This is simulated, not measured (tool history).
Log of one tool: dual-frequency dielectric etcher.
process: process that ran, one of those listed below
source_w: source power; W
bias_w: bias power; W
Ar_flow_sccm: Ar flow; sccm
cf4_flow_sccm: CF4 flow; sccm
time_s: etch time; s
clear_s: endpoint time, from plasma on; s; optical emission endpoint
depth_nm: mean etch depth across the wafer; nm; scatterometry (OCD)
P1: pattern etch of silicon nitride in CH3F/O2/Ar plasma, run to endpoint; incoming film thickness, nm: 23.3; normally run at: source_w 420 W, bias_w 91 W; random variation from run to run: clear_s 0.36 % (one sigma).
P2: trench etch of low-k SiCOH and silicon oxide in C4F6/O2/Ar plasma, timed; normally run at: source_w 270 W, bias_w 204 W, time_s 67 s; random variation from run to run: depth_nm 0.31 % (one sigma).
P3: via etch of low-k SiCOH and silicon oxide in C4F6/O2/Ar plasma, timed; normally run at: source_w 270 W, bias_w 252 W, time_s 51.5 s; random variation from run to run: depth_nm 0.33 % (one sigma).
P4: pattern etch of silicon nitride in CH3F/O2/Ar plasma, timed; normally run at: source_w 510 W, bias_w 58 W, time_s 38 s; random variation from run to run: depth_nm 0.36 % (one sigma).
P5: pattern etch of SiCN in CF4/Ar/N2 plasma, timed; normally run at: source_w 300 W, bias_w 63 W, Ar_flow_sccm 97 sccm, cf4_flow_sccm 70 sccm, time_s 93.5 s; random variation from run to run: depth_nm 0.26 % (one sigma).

run,hour,process,source_w,bias_w,Ar_flow_sccm,cf4_flow_sccm,time_s,clear_s,depth_nm
1,7.4,P1,420,91,,,,31.529,
2,12.1,P5,300,63,63,70,93.5,,58.111
3,15.8,P1,420,91,,,,31.571,
4,22.2,P4,510,58,,,38,,27.741
5,28,P1,420,119,,,,28.749,
6,32.2,P5,300,63,97,70,93.5,,54.87
7,36.6,P2,150,204,,,67,,152.97
8,43.9,P5,400,63,97,70,93.5,,70.414
9,50.5,P2,270,204,,,99.5,,284.42
10,55.7,P1,520,69,,,,31.995,
11,61.7,P4,510,58,,,38,,27.829
12,65.4,P1,420,91,,,,31.52,
13,69.7,P3,270,252,,,51.5,,131.09
14,74,P1,420,70,,,,34.634,
15,78.5,P1,580,91,,,,28.078,
16,83.7,P3,270,331,,,51.5,,144.03
17,89.7,P2,270,204,,,67,,190.67
18,95.1,P3,360,252,,,51.5,,145.6
19,100.3,P1,420,91,,,,31.751,
20,107.2,P2,270,133,,,67,,166.96
21,112.9,P4,620,58,,,38,,29.931
22,119.3,P5,300,63,97,95,93.5,,57.205
23,126.8,P4,510,58,,,29.5,,21.494
24,132.9,P1,420,91,,,,31.676,
25,138.1,P3,270,252,,,68,,172.64
26,142.9,P5,300,63,97,70,54.5,,31.825
27,149.6,P4,510,72,,,38,,29.725
28,155.5,P1,290,91,,,,36.582,
29,159.1,P3,270,252,,,51.5,,130.62
30,163.6,P1,420,91,,,,31.81,
31,170.2,P1,420,91,,,,31.784,
32,177.1,P5,300,39,97,70,93.5,,46.751
33,182.9,P1,420,91,,,,31.54,
34,186.9,P1,420,91,,,,31.565,
35,192.8,P1,420,91,,,,31.788,
36,196.6,P1,420,91,,,,31.996,
37,201.8,P1,420,91,,,,32.149,

The next listed run, before its measurement:
38,205.9,P1,420,91,,,,?,

clear_s: 32.154 s

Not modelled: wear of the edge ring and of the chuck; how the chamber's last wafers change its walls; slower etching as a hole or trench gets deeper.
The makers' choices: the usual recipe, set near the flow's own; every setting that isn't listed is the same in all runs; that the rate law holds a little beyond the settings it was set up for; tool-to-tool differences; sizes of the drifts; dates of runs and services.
